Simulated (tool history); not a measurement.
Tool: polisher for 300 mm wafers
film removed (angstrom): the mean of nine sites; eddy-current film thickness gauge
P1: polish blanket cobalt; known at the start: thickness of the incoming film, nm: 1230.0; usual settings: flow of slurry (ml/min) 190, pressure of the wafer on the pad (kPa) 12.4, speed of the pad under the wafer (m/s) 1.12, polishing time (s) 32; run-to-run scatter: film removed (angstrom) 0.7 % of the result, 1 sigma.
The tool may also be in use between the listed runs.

| run | day | flow of slurry (ml/min) | pressure of the wafer on the pad (kPa) | speed of the pad under the wafer (m/s) | polishing time (s) | film removed (angstrom) |
|---|---|---|---|---|---|---|
| 1 | 0.129 | 190 | 12.4 | 1.12 | 32 | 1451.60 |
| 2 | 0.262 | 190 | 12.4 | 1.12 | 47 | 2123.50 |
| 3 | 0.546 | 190 | 15.2 | 1.12 | 32 | 1782.00 |
| 4 | 0.717 | 190 | 7.6 | 1.12 | 32 | 880.78 |
| 5 | 0.858 | 190 | 12.4 | 1.12 | 32 | 1453.70 |
| 6 | 0.988 | 280 | 12.4 | 1.12 | 32 | 1492.90 |
| 7 | 1.112 | 190 | 12.4 | 1.12 | 18 | 818.51 |
| 8 | 1.238 | 120 | 12.4 | 1.12 | 32 | 1340.00 |
| 9 | 1.429 | 190 | 12.4 | 1.52 | 32 | 1953.60 |
| 10 | 1.650 | 190 | 12.4 | 0.58 | 32 | 745.51 |
| 11 | 1.925 | 190 | 12.4 | 1.12 | 32 | 1447.10 |
| 12 | 2.150 | 190 | 12.4 | 1.12 | 32 | 1444.00 |
| 13 | 2.304 | 245 | 8.3 | 1.12 | 32 | 1000.40 |
| 14 | 2.475 | 190 | 12.4 | 1.12 | 32 | 1455.60 |
| 15 | 2.750 | 190 | 12.4 | 1.12 | 32 | 1406.00 |
|  | 2.942 | head pressure recalibrated |
| 16 | 2.962 | 190 | 12.4 | 1.12 | 32 | 1374.50 |
| 17 | 3.154 | 190 | 12.4 | 1.12 | 32 | 1384.80 |
| 18 | 3.300 | 190 | 12.4 | 1.12 | 32 | 1379.20 |
| 19 | 3.508 | 190 | 12.4 | 1.12 | 32 | 1369.80 |
| 20 | 3.712 | 190 | 12.4 | 1.12 | 32 | 1362.20 |

What P1 gives has crept away from where it was. These 2 causes fit the log equally well, each at the size given:
A: slurry flow missing at the pad, % = 30.8
B: removal rate lost through wear of the pad, % = 5.87
The creep began at about day 2.475.
Why every other cause is out:
head's pressure below its setpoint, %: serviced at day 2.942, which brought nothing back

4 check runs are offered, each on 5 wafers whose results are averaged, their results left as question marks. Which one tells the causes apart?
| check 1 | 3.917 | 190 | 12.4 | 1.40 | 42 | ? |
| check 2 | 3.917 | 190 | 15.2 | 1.12 | 22 | ? |
| check 3 | 3.917 | 190 | 12.4 | 0.60 | 19 | ? |
| check 4 | 3.917 | 125 | 12.4 | 1.36 | 32 | ? |

What each check would give under each cause:
| check | result | if A | if B |
|---|---|---|---|
| check 1 | film removed (angstrom) | 2241.90 | 2241.70 |
| check 2 | film removed (angstrom) | 1148.20 | 1148.10 |
| check 3 | film removed (angstrom) | 434.66 | 434.62 |
| check 4 | film removed (angstrom) | 1504.00 | 1546.40 |
How far apart the two closest causes lie, in the result that separates them most: check 1 0.01 %; check 2 0.01 %; check 3 0.01 %; check 4 2.78 %
Check 4 tells the causes apart: in the others they would give nearly the same result.

Then check 4 was run and gave: film removed (angstrom) 1546.30. Which cause is it?

It is B: removal rate lost through wear of the pad, %.
